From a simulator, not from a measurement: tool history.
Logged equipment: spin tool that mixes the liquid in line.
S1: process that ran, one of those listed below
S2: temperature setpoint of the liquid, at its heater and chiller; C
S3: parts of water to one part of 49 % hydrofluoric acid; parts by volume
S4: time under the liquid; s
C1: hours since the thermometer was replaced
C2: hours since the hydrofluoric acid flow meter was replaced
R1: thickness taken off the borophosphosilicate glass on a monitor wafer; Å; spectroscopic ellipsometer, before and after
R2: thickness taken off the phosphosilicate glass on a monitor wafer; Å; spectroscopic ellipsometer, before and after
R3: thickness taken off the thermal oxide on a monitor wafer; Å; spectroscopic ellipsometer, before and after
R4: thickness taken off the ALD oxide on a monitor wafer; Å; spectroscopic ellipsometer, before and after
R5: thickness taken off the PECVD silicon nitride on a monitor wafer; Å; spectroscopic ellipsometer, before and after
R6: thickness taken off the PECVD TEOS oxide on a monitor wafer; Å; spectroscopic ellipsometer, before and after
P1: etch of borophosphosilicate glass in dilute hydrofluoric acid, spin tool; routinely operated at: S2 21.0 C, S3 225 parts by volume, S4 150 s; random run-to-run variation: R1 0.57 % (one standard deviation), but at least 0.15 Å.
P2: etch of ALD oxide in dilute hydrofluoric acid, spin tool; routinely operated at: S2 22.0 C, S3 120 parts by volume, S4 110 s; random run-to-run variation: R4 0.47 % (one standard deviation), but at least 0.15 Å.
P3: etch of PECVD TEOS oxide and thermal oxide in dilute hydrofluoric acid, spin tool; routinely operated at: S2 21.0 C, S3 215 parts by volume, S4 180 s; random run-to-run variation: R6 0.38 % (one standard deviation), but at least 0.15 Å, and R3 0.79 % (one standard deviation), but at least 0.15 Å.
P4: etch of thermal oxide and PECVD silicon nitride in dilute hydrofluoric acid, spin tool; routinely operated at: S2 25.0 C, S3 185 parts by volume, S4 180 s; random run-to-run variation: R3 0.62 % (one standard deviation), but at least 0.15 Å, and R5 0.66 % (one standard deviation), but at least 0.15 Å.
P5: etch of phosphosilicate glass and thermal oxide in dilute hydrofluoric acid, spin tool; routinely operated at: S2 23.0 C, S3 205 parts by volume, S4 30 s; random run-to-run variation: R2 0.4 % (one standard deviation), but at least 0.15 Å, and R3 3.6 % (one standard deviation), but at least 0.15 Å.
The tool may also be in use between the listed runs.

run     day  S1    S2   S3   S4      C1     C2       R1      R2        R3       R4      R5       R6
  1   0.167  P1  21.0  225  150  1615.4  176.8   229.89
  2   0.412  P5  23.0  205   45  1621.3  182.7           207.03    9.7752
  3   0.575  P5  23.0  205   30  1625.2  186.6           139.30    5.9638
  4   0.750  P2  22.0  120  110  1629.4  190.8                             197.180
  5   0.925  P1  21.0  225  150  1633.6  195.0   230.72
  6   1.204  P4  25.0  185  180  1640.3  201.7                    41.0680           37.003
  7   1.404  P3  21.0   70  180  1645.1  206.5                   111.8900                   449.960
  8   1.600  P2  29.5  120  110  1649.8  211.2                             259.060
  9   1.942  P5  23.0  105   30  1658.0  219.4           300.75   14.0610
 10   2.096  P4  25.0  300  180  1661.7  223.1                    22.6080           22.920
 11   2.454  P1  21.0  225  150  1670.3  231.7   226.60
 12   2.717  P3  21.0  215  180  1676.6  238.0                    31.5630                   123.440
 13   2.921  P5  23.0  205   30  1681.5  242.9           138.35    5.9417
 14   3.208  P4  25.0  185  325  1688.4  249.8                    74.2810           67.228
 15   3.375  P3  21.0  215  180  1692.4  253.8                    31.5440                   125.000
 16   3.675  P4  25.0  185  180  1699.6  261.0                    41.6040           37.308
 17   3.850  P1  17.0  225  150  1703.8  265.2   197.18
 18   4.142  P1  28.0  225  270  1710.8  272.2   535.90
 19   4.367  P3  21.0  215   20  1716.2  277.6                     3.4570                    13.784
 20   4.675  P1  21.0  225   40  1723.6  285.0    61.42
 21   4.979  P1  21.0   75  150  1730.9  292.3   810.21
 22   5.308  P1  21.0   60  260  1738.8  300.2  1788.80
 23   5.596  P1  21.0  225  150  1745.7  307.1   228.93
 24   5.800  P1  21.0  385  150  1750.6  312.0   116.09
 25   6.088  P2  22.0   75  110  1757.5  318.9                             332.000
 26   6.400  P1  21.0  225  225  1765.0  326.4   346.96
 27   6.604  P5  18.0  205   30  1769.9  331.3           113.95    5.4030
 28   6.917  P3  29.0  215  180  1777.4  338.8                    41.8940                   167.270
 29   7.271  P1  17.0  225   85  1785.9  347.3   111.24
 30   7.488  P4  19.0  185  180  1791.1  352.5                    33.1430           25.232
 31   7.667  P1  21.0  225  150  1795.4  356.8   228.41
 32   7.958  P2  22.0  120   50  1802.4  363.8                              90.136
 33   8.258  P1  29.0  225  150  1809.6  371.0   305.97
 34   8.496  P1  21.0  225  150  1815.3  376.7   226.55
 35   8.829  P1  21.0  225  150  1823.3  384.7   219.04
 36   9.062  P1  21.0  225  150  1828.9  390.3   214.70
 37   9.292  P1  21.0  225  150  1834.4  395.8   214.78
 38   9.633  P1  21.0  225  150  1842.6  404.0   210.47
 39   9.842  P1  21.0  225  150  1847.6  409.0   212.12
 40  10.196  P1  21.0  225  150  1856.1  417.5   209.84

The log shows P1 creeping away from where it was. Any of the 2 causes listed here, at the size stated for it, fits the log just as well as the others:
A: hydrofluoric acid flow below the setpoint (%) = 6.52
B: liquid colder than its thermometer reads (K) = 2.17
Creep in the process output first set in at about day 8.496.

The check runs listed below each take one wafer, and their results are still question marks. Under which run would the listed causes lead to clearly different results?
check 1  10.550  P2  22.0  120  110                       ?
check 2  10.550  P5  23.0  205   30               ?   ?
check 3  10.550  P3  21.0  215  180                   ?           ?
check 4  10.550  P4  25.0  185  180                   ?       ?

How each check would come out, cause by cause:
  check  result     if A     if B
check 1      R4  181.470  179.600
check 2      R2   127.67   127.73
check 2      R3   5.7111   5.7137
check 3      R3  28.9080  28.8800
check 3      R6  114.850  114.740
check 4      R3  38.1380  38.1630
check 4      R5   35.118   32.708
Per check, the gap between the least separated pair of causes, taken in the result that splits them most: check 1 1.04 %; check 2 0.05 %; check 3 0.1 %; check 4 7.11 %
Only check 4 tells the causes apart: in the others they would give nearly the same result.

Running check 4 produced the following: R3 38.2280 Å; R5 32.873 Å. Which one of the listed causes fits?

The cause is B: liquid colder than its thermometer reads (K).
